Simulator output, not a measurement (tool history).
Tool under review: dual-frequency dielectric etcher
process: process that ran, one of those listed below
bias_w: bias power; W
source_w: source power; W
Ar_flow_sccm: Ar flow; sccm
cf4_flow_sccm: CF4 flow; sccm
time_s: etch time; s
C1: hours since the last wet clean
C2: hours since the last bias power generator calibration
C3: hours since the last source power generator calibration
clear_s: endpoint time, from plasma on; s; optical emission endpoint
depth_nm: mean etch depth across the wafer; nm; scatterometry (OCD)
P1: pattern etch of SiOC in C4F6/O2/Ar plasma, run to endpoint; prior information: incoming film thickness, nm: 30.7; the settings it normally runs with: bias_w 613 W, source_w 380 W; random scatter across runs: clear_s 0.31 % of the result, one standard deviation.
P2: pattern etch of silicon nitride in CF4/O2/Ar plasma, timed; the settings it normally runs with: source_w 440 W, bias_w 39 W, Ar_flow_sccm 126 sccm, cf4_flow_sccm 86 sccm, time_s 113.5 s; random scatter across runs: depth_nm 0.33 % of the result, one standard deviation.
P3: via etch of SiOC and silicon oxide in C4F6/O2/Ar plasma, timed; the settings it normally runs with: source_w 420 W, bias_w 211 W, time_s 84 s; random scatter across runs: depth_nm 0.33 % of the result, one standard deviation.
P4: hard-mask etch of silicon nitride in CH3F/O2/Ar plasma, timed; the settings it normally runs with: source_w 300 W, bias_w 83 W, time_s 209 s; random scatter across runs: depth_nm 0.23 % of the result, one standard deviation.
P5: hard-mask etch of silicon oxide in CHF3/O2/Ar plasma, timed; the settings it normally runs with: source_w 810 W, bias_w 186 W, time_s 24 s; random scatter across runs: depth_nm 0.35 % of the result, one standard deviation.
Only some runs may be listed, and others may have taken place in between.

run 1 day=0.246 | process=P1 bias_w=613 source_w=380 | C1=90.8 C2=715.5 C3=3286.3 | clear_s=9.8116
run 2 day=0.396 | process=P2 bias_w=39 source_w=440 Ar_flow_sccm=126 cf4_flow_sccm=119 time_s=113.5 | C1=94.4 C2=719.1 C3=3289.9 | depth_nm=182.26
run 3 day=0.583 | process=P5 bias_w=115 source_w=810 time_s=24 | C1=98.9 C2=723.6 C3=3294.4 | depth_nm=45.595
run 4 day=0.721 | process=P4 bias_w=83 source_w=300 time_s=161 | C1=102.2 C2=726.9 C3=3297.7 | depth_nm=106.29
run 5 day=0.921 | process=P1 bias_w=613 source_w=380 | C1=107 C2=731.7 C3=3302.5 | clear_s=9.8225
run 6 day=1.133 | process=P5 bias_w=186 source_w=810 time_s=15 | C1=112.1 C2=736.8 C3=3307.6 | depth_nm=33.06
run 7 day=1.267 | process=P3 bias_w=211 source_w=420 time_s=123.5 | C1=115.3 C2=740 C3=3310.8 | depth_nm=151.28
run 8 day=1.521 | process=P1 bias_w=613 source_w=290 | C1=121.4 C2=746.1 C3=3316.9 | clear_s=10.834
run 9 day=1.662 | process=P5 bias_w=186 source_w=810 time_s=24 | C1=124.8 C2=749.5 C3=3320.3 | depth_nm=53.084
run 10 day=1.808 | process=P3 bias_w=211 source_w=280 time_s=84 | C1=128.3 C2=753 C3=3323.8 | depth_nm=87.939
run 11 day=1.967 | process=P1 bias_w=613 source_w=380 | C1=132.1 C2=756.8 C3=3327.6 | clear_s=9.8518
run 12 day=2.204 | process=P2 bias_w=39 source_w=440 Ar_flow_sccm=126 cf4_flow_sccm=86 time_s=113.5 | C1=137.8 C2=762.5 C3=3333.3 | depth_nm=174.32
run 13 day=2.367 | process=P2 bias_w=39 source_w=440 Ar_flow_sccm=126 cf4_flow_sccm=86 time_s=153.5 | C1=141.7 C2=766.4 C3=3337.2 | depth_nm=236.37
run 14 day=2.5 | process=P5 bias_w=186 source_w=550 time_s=24 | C1=144.9 C2=769.6 C3=3340.4 | depth_nm=45.859
run 15 day=2.729 | process=P1 bias_w=613 source_w=380 | C1=150.4 C2=775.1 C3=3345.9 | clear_s=9.8798
run 16 day=2.888 | process=P4 bias_w=83 source_w=300 time_s=209 | C1=154.2 C2=778.9 C3=3349.7 | depth_nm=138.11
run 17 day=3.129 | process=P3 bias_w=299 source_w=420 time_s=84 | C1=160 C2=784.7 C3=3355.5 | depth_nm=116.02
run 18 day=3.271 | process=P2 bias_w=39 source_w=440 Ar_flow_sccm=126 cf4_flow_sccm=86 time_s=113.5 | C1=163.4 C2=788.1 C3=3358.9 | depth_nm=174.7
run 19 day=3.438 | process=P4 bias_w=117 source_w=300 time_s=209 | C1=167.4 C2=792.1 C3=3362.9 | depth_nm=156.89
run 20 day=3.608 | process=P1 bias_w=613 source_w=380 | C1=171.5 C2=796.2 C3=3367 | clear_s=9.8552
run 21 day=3.738 | process=P3 bias_w=211 source_w=420 time_s=84 | C1=174.6 C2=799.3 C3=3370.1 | depth_nm=102.74
run 22 day=3.979 | process=P5 bias_w=186 source_w=810 time_s=24 | C1=180.4 C2=805.1 C3=3375.9 | depth_nm=52.743
run 23 day=4.183 | process=P1 bias_w=832 source_w=380 | C1=185.3 C2=810 C3=3380.8 | clear_s=8.7264
run 24 day=4.333 | process=P1 bias_w=613 source_w=520 | C1=188.9 C2=813.6 C3=3384.4 | clear_s=8.7352
run 25 day=4.512 | process=P2 bias_w=53 source_w=440 Ar_flow_sccm=126 cf4_flow_sccm=86 time_s=113.5 | C1=193.2 C2=817.9 C3=3388.7 | depth_nm=197.9
run 26 day=4.738 | process=P4 bias_w=83 source_w=300 time_s=209 | C1=198.6 C2=823.3 C3=3394.1 | depth_nm=137.56
run 27 day=4.954 | process=P4 bias_w=83 source_w=220 time_s=209 | C1=203.8 C2=828.5 C3=3399.3 | depth_nm=122.83
run 28 day=5.204 | process=P2 bias_w=39 source_w=540 Ar_flow_sccm=126 cf4_flow_sccm=86 time_s=113.5 | C1=209.8 C2=834.5 C3=3405.3 | depth_nm=208.79
run 29 day=5.367 | process=P1 bias_w=761 source_w=250 | C1=213.7 C2=838.4 C3=3409.2 | clear_s=10.508
run 30 day=5.529 | process=P1 bias_w=367 source_w=380 | C1=217.6 C2=842.3 C3=3413.1 | clear_s=11.868
run 31 day=5.733 | process=P2 bias_w=39 source_w=440 Ar_flow_sccm=74 cf4_flow_sccm=86 time_s=113.5 | C1=222.5 C2=847.2 C3=3418 | depth_nm=189.36
run 32 day=5.971 | process=P1 bias_w=613 source_w=380 | C1=228.2 C2=852.9 C3=3423.7 | clear_s=9.8534
run 33 day=6.121 | process=P1 bias_w=613 source_w=380 | C1=231.8 C2=856.5 C3=3427.3 | clear_s=9.8235
run 34 day=6.329 | process=P1 bias_w=613 source_w=380 | C1=236.8 C2=861.5 C3=3432.3 | clear_s=9.7415
run 35 day=6.454 | process=P1 bias_w=613 source_w=380 | C1=239.8 C2=864.5 C3=3435.3 | clear_s=9.792
run 36 day=6.658 | process=P1 bias_w=613 source_w=380 | C1=244.7 C2=869.4 C3=3440.2 | clear_s=9.7922
run 37 day=6.904 | process=P1 bias_w=613 source_w=380 | C1=250.6 C2=875.3 C3=3446.1 | clear_s=9.7275
run 38 day=7.154 | process=P1 bias_w=613 source_w=380 | C1=256.6 C2=881.3 C3=3452.1 | clear_s=9.721
-- day=7.283 wet clean of the chamber
run 39 day=7.362 | process=P1 bias_w=613 source_w=380 | C1=1.9 C2=886.3 C3=3457.1 | clear_s=9.6703
run 40 day=7.562 | process=P1 bias_w=613 source_w=380 | C1=6.7 C2=891.1 C3=3461.9 | clear_s=9.6936
run 41 day=7.779 | process=P1 bias_w=613 source_w=380 | C1=11.9 C2=896.3 C3=3467.1 | clear_s=9.692
run 42 day=7.958 | process=P1 bias_w=613 source_w=380 | C1=16.2 C2=900.6 C3=3471.4 | clear_s=9.6315
run 43 day=8.117 | process=P1 bias_w=613 source_w=380 | C1=20 C2=904.4 C3=3475.2 | clear_s=9.6887

What P1 gives has crept away from where it was. These 2 causes fit the log equally well, each at the size given:
A: source power that arrives over what is set, % = 4.28
B: bias power that arrives over what is set, % = 4.05
The process output started creeping at around day 5.971.
Excluded causes, each with its reason:
chamber walls in a state that raises the etch rate, %: its service at day 7.283 followed the start of the drift and did not put the process back to its old value

The list below offers 4 check runs, each averaging the results of 2 wafers, and shows each result as a question mark. For which of them would the listed causes give clearly different results?
run check 1 day=8.275 | process=P3 bias_w=252 source_w=290 time_s=84 | depth_nm=?
run check 2 day=8.275 | process=P4 bias_w=115 source_w=300 time_s=173.5 | depth_nm=?
run check 3 day=8.275 | process=P5 bias_w=135 source_w=810 time_s=24 | depth_nm=?
run check 4 day=8.275 | process=P2 bias_w=51 source_w=440 Ar_flow_sccm=126 cf4_flow_sccm=86 time_s=113.5 | depth_nm=?

What every check run would give for each of its results, assuming each possible cause in turn:
check=check_1 result=depth_nm if_A=96.379 if_B=96.198
check=check_2 result=depth_nm if_A=131.18 if_B=131.16
check=check_3 result=depth_nm if_A=48.658 if_B=48.457
check=check_4 result=depth_nm if_A=201.07 if_B=197.02
Separation of the two closest causes in each check, using whichever result separates them best: check 1 0.19 %; check 2 0.01 %; check 3 0.41 %; check 4 2.03 %
Of the check runs offered, only check 4 discriminates between the causes; the rest would read about the same regardless of which cause applies.

The results of check 4 are: depth_nm 200.99 nm. Based on these, which of the listed causes is it?

It was cause A: source power that arrives over what is set, %.
